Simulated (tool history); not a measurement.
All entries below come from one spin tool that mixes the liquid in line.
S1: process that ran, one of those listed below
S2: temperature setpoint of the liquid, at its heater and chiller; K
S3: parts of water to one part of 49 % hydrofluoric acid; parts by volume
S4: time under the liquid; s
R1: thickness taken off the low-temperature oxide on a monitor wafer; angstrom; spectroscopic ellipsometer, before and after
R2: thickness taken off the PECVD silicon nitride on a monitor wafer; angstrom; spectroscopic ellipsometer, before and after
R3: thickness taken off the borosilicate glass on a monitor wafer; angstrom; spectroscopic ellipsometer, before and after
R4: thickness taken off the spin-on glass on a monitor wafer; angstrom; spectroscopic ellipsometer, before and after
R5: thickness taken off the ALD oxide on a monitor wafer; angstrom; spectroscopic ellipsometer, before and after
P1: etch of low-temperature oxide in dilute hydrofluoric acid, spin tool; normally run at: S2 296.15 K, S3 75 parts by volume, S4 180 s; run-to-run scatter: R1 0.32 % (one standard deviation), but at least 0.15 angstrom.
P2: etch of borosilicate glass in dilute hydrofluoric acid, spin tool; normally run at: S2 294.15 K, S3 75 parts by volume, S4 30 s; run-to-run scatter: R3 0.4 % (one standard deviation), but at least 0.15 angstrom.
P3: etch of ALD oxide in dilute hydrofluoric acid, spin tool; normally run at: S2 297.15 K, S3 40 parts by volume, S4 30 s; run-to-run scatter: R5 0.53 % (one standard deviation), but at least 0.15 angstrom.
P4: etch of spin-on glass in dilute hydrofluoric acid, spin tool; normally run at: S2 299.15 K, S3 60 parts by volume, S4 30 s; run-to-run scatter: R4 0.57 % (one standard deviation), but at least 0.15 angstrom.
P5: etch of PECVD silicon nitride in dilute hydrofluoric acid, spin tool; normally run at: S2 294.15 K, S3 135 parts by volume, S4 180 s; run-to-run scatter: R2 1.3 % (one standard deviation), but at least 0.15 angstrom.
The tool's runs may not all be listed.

run,hour,S1,S2,S3,S4,R1,R2,R3,R4,R5
1,9.7,P1,296.15,75,180,352.020,,,,
2,15.4,P1,296.15,75,180,349.430,,,,
3,23.4,P5,294.15,135,320,,33.167,,,
4,29.5,P2,294.15,75,30,,,87.426,,
5,39.6,P5,294.15,135,180,,18.648,,,
6,48.6,P5,294.15,45,180,,54.333,,,
7,55.1,P4,299.15,20,30,,,,868.34,
8,64.8,P3,297.15,40,50,,,,,192.670
9,73.6,P1,296.15,30,180,937.400,,,,
10,82.6,P1,296.15,75,310,608.240,,,,
11,92.3,P4,304.65,60,30,,,,341.73,
12,103.1,P5,302.15,135,180,,30.871,,,
13,109.4,P3,290.65,40,30,,,,,86.824
14,116.7,P1,303.65,75,180,475.270,,,,
15,126.5,P1,302.15,120,180,262.420,,,,
16,131.7,P4,299.15,60,55,,,,498.50,
17,141.0,P3,297.15,40,30,,,,,114.820
18,149.4,P2,294.15,75,65,,,190.220,,
19,156.4,P4,299.15,60,30,,,,274.89,
20,161.1,P1,296.15,115,180,219.410,,,,
21,165.9,P1,290.15,75,180,273.010,,,,
22,174.5,P1,296.15,75,180,352.090,,,,
23,182.8,P1,296.15,75,15,29.349,,,,
24,191.2,P3,297.15,60,30,,,,,74.593
25,197.3,P1,296.15,75,180,350.650,,,,
26,206.9,P1,291.15,110,180,187.790,,,,
27,216.7,P2,294.15,25,30,,,281.350,,
28,223.7,P4,299.15,60,30,,,,275.60,
29,230.9,P1,296.15,75,180,351.650,,,,
30,238.2,P1,296.15,75,180,352.170,,,,
31,243.4,P2,298.65,75,30,,,104.880,,
32,251.7,P1,296.15,75,180,352.000,,,,
33,259.2,P1,296.15,75,180,343.490,,,,
34,267.9,P1,296.15,75,180,336.760,,,,
35,278.3,P1,296.15,75,180,329.640,,,,
36,286.4,P1,296.15,75,180,330.510,,,,
37,291.7,P1,296.15,75,180,330.440,,,,
38,301.6,P1,296.15,75,180,330.100,,,,
39,307.6,P1,296.15,75,180,327.140,,,,

Expected results for the next run?
40,314.8,P1,296.15,75,180,?,,,,

{"run 40": {"R1": 327.73}}
